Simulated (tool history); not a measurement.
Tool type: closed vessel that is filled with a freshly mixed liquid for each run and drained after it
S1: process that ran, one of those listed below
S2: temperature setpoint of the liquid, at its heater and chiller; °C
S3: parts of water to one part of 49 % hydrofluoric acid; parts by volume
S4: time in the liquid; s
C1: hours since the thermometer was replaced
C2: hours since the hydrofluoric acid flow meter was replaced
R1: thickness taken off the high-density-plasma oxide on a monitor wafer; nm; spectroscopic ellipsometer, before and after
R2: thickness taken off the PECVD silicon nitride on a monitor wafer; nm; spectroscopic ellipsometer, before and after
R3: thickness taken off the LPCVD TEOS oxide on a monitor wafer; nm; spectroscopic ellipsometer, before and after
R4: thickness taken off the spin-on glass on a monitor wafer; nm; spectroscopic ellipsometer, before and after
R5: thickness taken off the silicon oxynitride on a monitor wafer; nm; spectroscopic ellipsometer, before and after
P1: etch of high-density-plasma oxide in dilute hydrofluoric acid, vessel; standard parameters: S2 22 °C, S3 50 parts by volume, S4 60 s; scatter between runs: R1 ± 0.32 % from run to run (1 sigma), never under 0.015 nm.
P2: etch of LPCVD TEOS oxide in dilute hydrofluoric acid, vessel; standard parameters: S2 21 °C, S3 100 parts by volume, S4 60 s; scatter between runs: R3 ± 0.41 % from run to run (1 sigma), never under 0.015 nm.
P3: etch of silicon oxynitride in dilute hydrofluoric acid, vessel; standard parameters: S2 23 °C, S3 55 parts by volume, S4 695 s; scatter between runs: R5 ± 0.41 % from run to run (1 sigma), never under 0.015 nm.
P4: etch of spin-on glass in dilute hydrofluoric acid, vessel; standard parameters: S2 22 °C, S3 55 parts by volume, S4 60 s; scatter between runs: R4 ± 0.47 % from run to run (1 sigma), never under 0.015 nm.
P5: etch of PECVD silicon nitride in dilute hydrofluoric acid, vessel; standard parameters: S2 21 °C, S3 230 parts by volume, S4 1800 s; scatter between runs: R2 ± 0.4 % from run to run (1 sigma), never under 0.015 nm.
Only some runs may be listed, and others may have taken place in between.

run   hour  S1    S2   S3    S4      C1      C2      R1      R2      R3      R4      R5
  1   14.4  P1    22   50    60   662.8  1339.7  12.019
  2   26.7  P1    22   50    60   675.1    1352  11.929
  3   37.5  P1    22   20    60   685.9  1362.8  30.984
  4   49.6  P1    27   75    60     698  1374.9  9.4344
  5     61  P1    22   50    60   709.4  1386.3  11.936
  6   67.6  P5    21  230   330     716  1392.9          2.5852
  7   80.9  P2    21  140    60   729.3  1406.2                  19.021
  8     93  P5    21  230  1800   741.4  1418.3           14.22
  9  100.7  P2    17  100    60   749.1    1426                  23.372
 10  109.3  P4    22   55    60   757.7  1434.6                          31.836
 11  119.5  P1    22   50    30   767.9  1444.8  5.9674
 12  129.4  P3    23   55   145   777.8  1454.7                                  6.3003
 13    142  P2    21  100    30   790.4  1467.3                  13.913
 14  150.8  P3  30.5   55   695   799.2  1476.1                                  43.472
 15  158.1  P3    23   55   695   806.5  1483.4                                  30.332
 16  165.5  P5    17  230  1800   813.9  1490.8          10.887
 17  176.5  P3    23   55   695   824.9  1501.8                                   30.25
 18  187.9  P1    22   50    60   836.3  1513.2  12.053
 19  194.4  P3    23   20   695   842.8  1519.7                                  84.967
 20  208.2  P1    22   50    90   856.6  1533.5  17.948
 21  220.6  P1    22   50    60     869  1545.9  11.938
 22  232.3  P1    28   50    30   880.7  1557.6  7.6463
 23  242.6  P4    22   20    60     891  1567.9                           91.28
 24  250.7  P1  27.5   50    60   899.1    1576  14.983
 25    261  P1    22   80    60   909.4  1586.3  7.2233
 26  273.3  P5    21  330  1800   921.7  1598.6          9.9276
 27    284  P4    29   55    60   932.4  1609.3                          41.758
 28  297.1  P1    17   50    60   945.5  1622.4  9.6808
 29    304  P2    21  100    60   952.4  1629.3                  27.717
 30  316.1  P4    22   55    30   964.5  1641.4                          15.784
 31  327.1  P1    22   50    60   975.5  1652.4  12.001
 32  340.2  P1    22   50    60   988.6  1665.5  12.402
 33  347.9  P1    22   50    60   996.3  1673.2   12.48
 34  357.9  P1    22   50    60  1006.3  1683.2  12.735
 35  372.4  P1    22   50    60  1020.8  1697.7   12.79
 36  384.9  P1    22   50    60  1033.3  1710.2  12.964
 37  391.5  P1    22   50    60  1039.9  1716.8  12.981
 38  401.8  P1    22   50    60  1050.2  1727.1  12.927
 39  409.4  P1    22   50    60  1057.8  1734.7  13.005
 40    416  P1    22   50    60  1064.4  1741.3  12.943
 41  424.7  P1    22   50    60  1073.1    1750  12.986
 42  432.2  P1    22   50    60  1080.6  1757.5  13.078

The log shows P1 creeping away from where it was. Any of the 2 causes listed here, at the size stated for it, fits the log just as well as the others:
A: liquid hotter than its thermometer reads (K) = 2.05
B: hydrofluoric acid flow above the setpoint (%) = 8.31
The drift started at roughly hour 327.1.

Question marks stand in for the results of the 4 check runs listed below, each run on one wafer. Under which run would the listed causes show clearly different results?
check 1  439.7  P5    17  230  1800               ?
check 2  439.7  P2    17  100    30                   ?
check 3  439.7  P3    30   55   325                           ?
check 4  439.7  P4  26.5   20    60                       ?

What each check would give under each cause:
  check  result    if A    if B
check 1      R2  12.503  11.782
check 2      R3  12.758  12.785
check 3      R5  21.692  21.473
check 4      R4  119.68  119.38
Minimum pairwise separation of causes per check, each pair taken at its best-separating result: check 1 5.93 %; check 2 0.21 %; check 3 1.01 %; check 4 0.26 %
Only check 1 tells the causes apart: in the others they would give nearly the same result.

Running check 1 produced the following: R2 11.753 nm. Which one of the listed causes fits?

B is the cause: hydrofluoric acid flow above the setpoint (%).
